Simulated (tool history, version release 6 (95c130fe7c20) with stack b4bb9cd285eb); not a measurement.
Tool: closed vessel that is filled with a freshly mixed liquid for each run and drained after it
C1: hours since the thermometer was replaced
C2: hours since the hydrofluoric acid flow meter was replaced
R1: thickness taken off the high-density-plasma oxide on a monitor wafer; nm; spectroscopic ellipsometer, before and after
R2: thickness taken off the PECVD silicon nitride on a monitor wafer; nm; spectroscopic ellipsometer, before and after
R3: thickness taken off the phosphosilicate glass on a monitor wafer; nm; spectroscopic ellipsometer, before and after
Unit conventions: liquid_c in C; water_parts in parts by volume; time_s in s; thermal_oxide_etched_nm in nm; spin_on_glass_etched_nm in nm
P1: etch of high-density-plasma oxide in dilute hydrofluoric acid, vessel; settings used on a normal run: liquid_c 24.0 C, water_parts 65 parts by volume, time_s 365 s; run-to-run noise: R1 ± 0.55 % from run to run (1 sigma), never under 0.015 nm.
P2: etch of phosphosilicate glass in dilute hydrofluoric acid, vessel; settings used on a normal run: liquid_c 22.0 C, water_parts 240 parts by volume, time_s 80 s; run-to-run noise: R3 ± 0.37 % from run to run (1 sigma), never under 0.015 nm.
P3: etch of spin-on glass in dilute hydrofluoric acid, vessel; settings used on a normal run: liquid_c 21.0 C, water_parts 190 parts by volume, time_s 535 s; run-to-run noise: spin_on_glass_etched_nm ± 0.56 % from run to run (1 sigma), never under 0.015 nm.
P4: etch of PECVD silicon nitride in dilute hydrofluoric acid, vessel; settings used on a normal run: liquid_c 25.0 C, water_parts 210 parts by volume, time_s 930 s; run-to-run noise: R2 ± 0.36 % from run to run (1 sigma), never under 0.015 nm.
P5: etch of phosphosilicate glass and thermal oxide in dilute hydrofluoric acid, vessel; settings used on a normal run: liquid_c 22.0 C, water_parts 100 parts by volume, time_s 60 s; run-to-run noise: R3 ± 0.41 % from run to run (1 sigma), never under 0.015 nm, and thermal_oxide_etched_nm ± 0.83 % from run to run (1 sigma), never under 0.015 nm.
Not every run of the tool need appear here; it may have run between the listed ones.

{"run": 1, "hour": 3.9, "process": "P1", "liquid_c": 24.0, "water_parts": 65, "time_s": 365, "C1": 484.5, "C2": 521.2, "R1": 32.616}
{"run": 2, "hour": 7.4, "process": "P4", "liquid_c": 25.0, "water_parts": 210, "time_s": 1520, "C1": 488.0, "C2": 524.7, "R2": 20.99}
{"run": 3, "hour": 11.4, "process": "P4", "liquid_c": 25.0, "water_parts": 210, "time_s": 930, "C1": 492.0, "C2": 528.7, "R2": 12.855}
{"run": 4, "hour": 16.1, "process": "P5", "liquid_c": 22.0, "water_parts": 100, "time_s": 60, "C1": 496.7, "C2": 533.4, "R3": 48.371, "thermal_oxide_etched_nm": 2.6541}
{"run": 5, "hour": 20.0, "process": "P1", "liquid_c": 24.0, "water_parts": 65, "time_s": 365, "C1": 500.6, "C2": 537.3, "R1": 32.003}
{"run": 6, "hour": 22.9, "process": "P3", "liquid_c": 17.0, "water_parts": 190, "time_s": 535, "C1": 503.5, "C2": 540.2, "spin_on_glass_etched_nm": 46.323}
{"run": 7, "hour": 27.4, "process": "P2", "liquid_c": 22.0, "water_parts": 60, "time_s": 80, "C1": 508.0, "C2": 544.7, "R3": 149.86}
{"run": 8, "hour": 30.8, "process": "P5", "liquid_c": 28.5, "water_parts": 100, "time_s": 60, "C1": 511.4, "C2": 548.1, "R3": 62.301, "thermal_oxide_etched_nm": 3.4702}
{"run": 9, "hour": 35.6, "process": "P1", "liquid_c": 24.0, "water_parts": 65, "time_s": 585, "C1": 516.2, "C2": 552.9, "R1": 51.662}
{"run": 10, "hour": 39.9, "process": "P4", "liquid_c": 28.5, "water_parts": 210, "time_s": 930, "C1": 520.5, "C2": 557.2, "R2": 15.899}
{"run": 11, "hour": 43.7, "process": "P1", "liquid_c": 31.5, "water_parts": 65, "time_s": 535, "C1": 524.3, "C2": 561.0, "R1": 62.425}
{"run": 12, "hour": 46.7, "process": "P1", "liquid_c": 31.5, "water_parts": 65, "time_s": 365, "C1": 527.3, "C2": 564.0, "R1": 43.182}
{"hour": 47.9, "done": "thermometer replaced"}
{"run": 13, "hour": 50.3, "process": "P3", "liquid_c": 21.0, "water_parts": 265, "time_s": 535, "C1": 2.5, "C2": 567.6, "spin_on_glass_etched_nm": 36.314}
{"run": 14, "hour": 53.6, "process": "P2", "liquid_c": 22.0, "water_parts": 240, "time_s": 125, "C1": 5.8, "C2": 570.9, "R3": 48.109}
{"run": 15, "hour": 59.1, "process": "P1", "liquid_c": 17.0, "water_parts": 65, "time_s": 595, "C1": 11.3, "C2": 576.4, "R1": 38.948}
{"run": 16, "hour": 64.0, "process": "P3", "liquid_c": 21.0, "water_parts": 190, "time_s": 535, "C1": 16.2, "C2": 581.3, "spin_on_glass_etched_nm": 54.601}
{"run": 17, "hour": 69.0, "process": "P1", "liquid_c": 24.0, "water_parts": 65, "time_s": 55, "C1": 21.2, "C2": 586.3, "R1": 4.8085}
{"run": 18, "hour": 72.8, "process": "P1", "liquid_c": 24.0, "water_parts": 65, "time_s": 365, "C1": 25.0, "C2": 590.1, "R1": 32.025}
{"run": 19, "hour": 75.3, "process": "P5", "liquid_c": 22.0, "water_parts": 20, "time_s": 60, "C1": 27.5, "C2": 592.6, "R3": 270.03, "thermal_oxide_etched_nm": 15.031}
{"run": 20, "hour": 80.3, "process": "P3", "liquid_c": 21.0, "water_parts": 190, "time_s": 1010, "C1": 32.5, "C2": 597.6, "spin_on_glass_etched_nm": 103.69}
{"run": 21, "hour": 83.9, "process": "P2", "liquid_c": 17.0, "water_parts": 240, "time_s": 80, "C1": 36.1, "C2": 601.2, "R3": 25.496}
{"run": 22, "hour": 88.1, "process": "P3", "liquid_c": 21.0, "water_parts": 190, "time_s": 535, "C1": 40.3, "C2": 605.4, "spin_on_glass_etched_nm": 54.116}
{"run": 23, "hour": 93.1, "process": "P1", "liquid_c": 24.0, "water_parts": 35, "time_s": 365, "C1": 45.3, "C2": 610.4, "R1": 63.054}
{"run": 24, "hour": 97.9, "process": "P1", "liquid_c": 24.0, "water_parts": 65, "time_s": 365, "C1": 50.1, "C2": 615.2, "R1": 32.407}
{"run": 25, "hour": 102.8, "process": "P2", "liquid_c": 22.0, "water_parts": 240, "time_s": 80, "C1": 55.0, "C2": 620.1, "R3": 30.747}
{"run": 26, "hour": 105.4, "process": "P5", "liquid_c": 22.0, "water_parts": 100, "time_s": 60, "C1": 57.6, "C2": 622.7, "R3": 48.72, "thermal_oxide_etched_nm": 2.6974}
{"run": 27, "hour": 108.2, "process": "P5", "liquid_c": 22.0, "water_parts": 100, "time_s": 105, "C1": 60.4, "C2": 625.5, "R3": 84.791, "thermal_oxide_etched_nm": 4.7104}
{"run": 28, "hour": 111.9, "process": "P4", "liquid_c": 25.0, "water_parts": 295, "time_s": 930, "C1": 64.1, "C2": 629.2, "R2": 9.1559}
{"run": 29, "hour": 115.3, "process": "P1", "liquid_c": 24.0, "water_parts": 90, "time_s": 365, "C1": 67.5, "C2": 632.6, "R1": 22.318}
{"run": 30, "hour": 118.7, "process": "P1", "liquid_c": 19.0, "water_parts": 65, "time_s": 365, "C1": 70.9, "C2": 636.0, "R1": 25.855}
{"run": 31, "hour": 122.6, "process": "P1", "liquid_c": 24.0, "water_parts": 65, "time_s": 365, "C1": 74.8, "C2": 639.9, "R1": 32.014}
{"run": 32, "hour": 126.3, "process": "P1", "liquid_c": 24.0, "water_parts": 65, "time_s": 365, "C1": 78.5, "C2": 643.6, "R1": 32.11}
{"run": 33, "hour": 129.4, "process": "P1", "liquid_c": 24.0, "water_parts": 65, "time_s": 365, "C1": 81.6, "C2": 646.7, "R1": 32.281}
{"run": 34, "hour": 133.5, "process": "P1", "liquid_c": 24.0, "water_parts": 65, "time_s": 365, "C1": 85.7, "C2": 650.8, "R1": 33.224}
{"run": 35, "hour": 138.5, "process": "P1", "liquid_c": 24.0, "water_parts": 65, "time_s": 365, "C1": 90.7, "C2": 655.8, "R1": 34.222}
{"run": 36, "hour": 142.7, "process": "P1", "liquid_c": 24.0, "water_parts": 65, "time_s": 365, "C1": 94.9, "C2": 660.0, "R1": 34.508}
{"run": 37, "hour": 147.3, "process": "P1", "liquid_c": 24.0, "water_parts": 65, "time_s": 365, "C1": 99.5, "C2": 664.6, "R1": 34.915}
{"run": 38, "hour": 151.7, "process": "P1", "liquid_c": 24.0, "water_parts": 65, "time_s": 365, "C1": 103.9, "C2": 669.0, "R1": 35.209}
{"run": 39, "hour": 154.8, "process": "P1", "liquid_c": 24.0, "water_parts": 65, "time_s": 365, "C1": 107.0, "C2": 672.1, "R1": 35.74}
{"run": 40, "hour": 158.0, "process": "P1", "liquid_c": 24.0, "water_parts": 65, "time_s": 365, "C1": 110.2, "C2": 675.3, "R1": 35.311}
{"run": 41, "hour": 163.1, "process": "P1", "liquid_c": 24.0, "water_parts": 65, "time_s": 365, "C1": 115.3, "C2": 680.4, "R1": 35.886}
{"run": 42, "hour": 168.4, "process": "P1", "liquid_c": 24.0, "water_parts": 65, "time_s": 365, "C1": 120.6, "C2": 685.7, "R1": 35.499}

What P1 gives has crept off from where it sat before. The 2 causes that follow fit the log equally well, each at the size noted:
A: liquid hotter than its thermometer reads (K) = 2.44
B: hydrofluoric acid flow above the setpoint (%) = 9.47
The drift started at roughly hour 129.4.

Question marks stand in for the results of the 4 check runs listed below, each run on one wafer. Under which run would the listed causes show clearly different results?
{"run": "check 1", "hour": 173.7, "process": "P3", "liquid_c": 17.0, "water_parts": 190, "time_s": 535, "spin_on_glass_etched_nm": "?"}
{"run": "check 2", "hour": 173.7, "process": "P4", "liquid_c": 25.0, "water_parts": 285, "time_s": 930, "R2": "?"}
{"run": "check 3", "hour": 173.7, "process": "P5", "liquid_c": 22.0, "water_parts": 25, "time_s": 60, "R3": "?", "thermal_oxide_etched_nm": "?"}
{"run": "check 4", "hour": 173.7, "process": "P2", "liquid_c": 18.0, "water_parts": 80, "time_s": 80, "R3": "?"}

Expected result of each check under each candidate cause:
check=check_1 result=spin_on_glass_etched_nm if_A=51.137 if_B=51.613
check=check_2 result=R2 if_A=10.9630 if_B=10.3630
check=check_3 result=R3 if_A=236.240 if_B=233.890
check=check_3 result=thermal_oxide_etched_nm if_A=13.0780 if_B=12.9470
check=check_4 result=R3 if_A=103.260 if_B=102.840
Per-check spread between the two closest causes, in the result where they differ most: check 1 0.93 %; check 2 5.62 %; check 3 1 %; check 4 0.41 %
Only check 2 tells the causes apart: in the others they would give nearly the same result.

Here is what check 2 returned: R2 10.9480 nm. Which cause is it?

The cause is A: liquid hotter than its thermometer reads (K).

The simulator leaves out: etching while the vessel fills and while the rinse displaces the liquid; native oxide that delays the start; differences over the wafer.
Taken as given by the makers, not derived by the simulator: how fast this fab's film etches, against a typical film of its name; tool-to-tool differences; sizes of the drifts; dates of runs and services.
